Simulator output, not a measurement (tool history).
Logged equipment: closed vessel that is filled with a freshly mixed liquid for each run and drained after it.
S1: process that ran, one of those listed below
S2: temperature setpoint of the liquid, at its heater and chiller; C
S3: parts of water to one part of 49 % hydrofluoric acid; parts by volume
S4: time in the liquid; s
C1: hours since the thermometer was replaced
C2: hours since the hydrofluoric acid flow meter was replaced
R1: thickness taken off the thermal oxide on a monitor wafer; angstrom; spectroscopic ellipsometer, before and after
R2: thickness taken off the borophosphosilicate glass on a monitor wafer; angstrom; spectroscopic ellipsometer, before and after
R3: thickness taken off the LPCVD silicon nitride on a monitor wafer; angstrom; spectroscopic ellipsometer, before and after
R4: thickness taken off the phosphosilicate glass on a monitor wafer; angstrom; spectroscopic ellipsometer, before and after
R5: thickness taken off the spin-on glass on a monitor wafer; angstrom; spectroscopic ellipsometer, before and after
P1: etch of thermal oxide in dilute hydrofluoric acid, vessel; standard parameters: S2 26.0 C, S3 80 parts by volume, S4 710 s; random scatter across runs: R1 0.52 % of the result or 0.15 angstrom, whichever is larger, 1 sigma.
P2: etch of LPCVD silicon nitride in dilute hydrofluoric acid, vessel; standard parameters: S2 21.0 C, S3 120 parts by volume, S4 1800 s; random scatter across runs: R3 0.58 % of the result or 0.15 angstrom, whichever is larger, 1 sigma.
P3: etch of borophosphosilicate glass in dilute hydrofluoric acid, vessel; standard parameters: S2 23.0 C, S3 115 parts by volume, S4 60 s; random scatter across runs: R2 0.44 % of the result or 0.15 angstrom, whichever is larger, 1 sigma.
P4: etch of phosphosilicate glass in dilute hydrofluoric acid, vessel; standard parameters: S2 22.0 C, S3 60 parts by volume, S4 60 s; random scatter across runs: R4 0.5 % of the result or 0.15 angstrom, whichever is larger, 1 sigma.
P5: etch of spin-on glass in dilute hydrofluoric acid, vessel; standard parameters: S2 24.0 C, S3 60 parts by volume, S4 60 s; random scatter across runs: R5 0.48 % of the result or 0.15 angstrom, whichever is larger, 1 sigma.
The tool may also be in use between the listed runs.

run	hour	S1	S2	S3	S4	C1	C2	R1	R2	R3	R4	R5
1	12.7	P1	26.0	80	710	1171.1	655.0	468.520				
2	25.3	P3	23.0	205	60	1183.7	667.6		80.920			
3	34.9	P2	21.0	120	1800	1193.3	677.2			66.350		
4	47.3	P4	22.0	60	30	1205.7	689.6				305.65	
5	59.1	P1	26.0	80	1090	1217.5	701.4	715.710				
6	65.9	P5	24.0	60	30	1224.3	708.2					249.43
7	77.2	P4	22.0	60	60	1235.6	719.5				612.02	
8	88.5	P1	26.0	80	30	1246.9	730.8	19.619				
9	98.2	P5	24.0	60	60	1256.6	740.5					495.62
10	103.9	P1	26.0	80	710	1262.3	746.2	469.070				
11	112.0	P1	26.0	80	710	1270.4	754.3	469.910				
12	122.6	P1	26.0	80	710	1281.0	764.9	464.280				
13	133.1	P1	26.0	45	710	1291.5	775.4	868.070				
14	139.1	P5	20.0	60	60	1297.5	781.4					424.72
15	146.4	P4	22.0	20	60	1304.8	788.7				1943.50	
16	153.7	P3	23.0	115	60	1312.1	796.0		159.110			
17	166.6	P2	21.0	120	2830	1325.0	808.9			104.850		
18	176.2	P4	26.5	60	60	1334.6	818.5				739.49	
19	182.8	P1	26.0	80	710	1341.2	825.1	468.440				
20	190.6	P5	24.0	20	60	1349.0	832.9					1561.60
21	201.8	P1	18.0	80	710	1360.2	844.1	338.350				
22	213.2	P1	26.0	35	290	1371.6	855.5	468.770				
23	224.7	P3	23.0	115	30	1383.1	867.0		79.607			
24	232.6	P1	31.5	80	710	1391.0	874.9	581.010				
25	242.1	P1	26.0	120	710	1400.5	884.4	295.240				
26	251.1	P2	21.0	210	1800	1409.5	893.4			38.500		
27	263.9	P2	21.0	120	1800	1422.3	906.2			67.193		
28	272.3	P2	17.0	120	1800	1430.7	914.6			51.185		
29	281.3	P3	17.0	115	60	1439.7	923.6		124.810			
30	287.7	P4	22.0	60	60	1446.1	930.0				611.75	
31	296.8	P1	26.0	80	710	1455.2	939.1	466.720				
32	302.8	P1	26.0	80	710	1461.2	945.1	480.000				
33	314.2	P1	26.0	80	710	1472.6	956.5	491.340				
34	321.0	P1	26.0	80	710	1479.4	963.3	496.110				
35	331.1	P1	26.0	80	710	1489.5	973.4	495.020				
36	339.3	P1	26.0	80	710	1497.7	981.6	493.380				
37	351.7	P1	26.0	80	710	1510.1	994.0	497.650				

The output of P1 has drifted from where it used to be. Each of the 2 causes below, taken at the size shown beside it, accounts for the log equally well:
A: liquid hotter than its thermometer reads (K) = 1.54
B: hydrofluoric acid flow above the setpoint (%) = 5.62
Creep in the process output first set in at about hour 296.8.

Listed below are the offered check runs, one wafer per run, with question marks in place of results. For which of them would the causes give clearly different outcomes?
check 1	364.1	P2	21.0	120	1800					?		
check 2	364.1	P3	23.0	115	60				?			
check 3	364.1	P5	24.0	60	60							?
check 4	364.1	P4	22.0	60	60						?	

Expected result of each check under each candidate cause:
check	result	if A	if B
check 1	R3	73.569	70.054
check 2	R2	169.850	170.090
check 3	R5	529.12	527.18
check 4	R4	654.38	651.19
Separation of the two closest causes in each check, using whichever result separates them best: check 1 4.9 %; check 2 0.14 %; check 3 0.37 %; check 4 0.49 %
Check 1 is the one run that separates the causes; every other check would come out nearly the same whichever cause is at work.

Then check 1 was run and gave: R3 73.523 angstrom. Which cause is it?

It is A: liquid hotter than its thermometer reads (K).

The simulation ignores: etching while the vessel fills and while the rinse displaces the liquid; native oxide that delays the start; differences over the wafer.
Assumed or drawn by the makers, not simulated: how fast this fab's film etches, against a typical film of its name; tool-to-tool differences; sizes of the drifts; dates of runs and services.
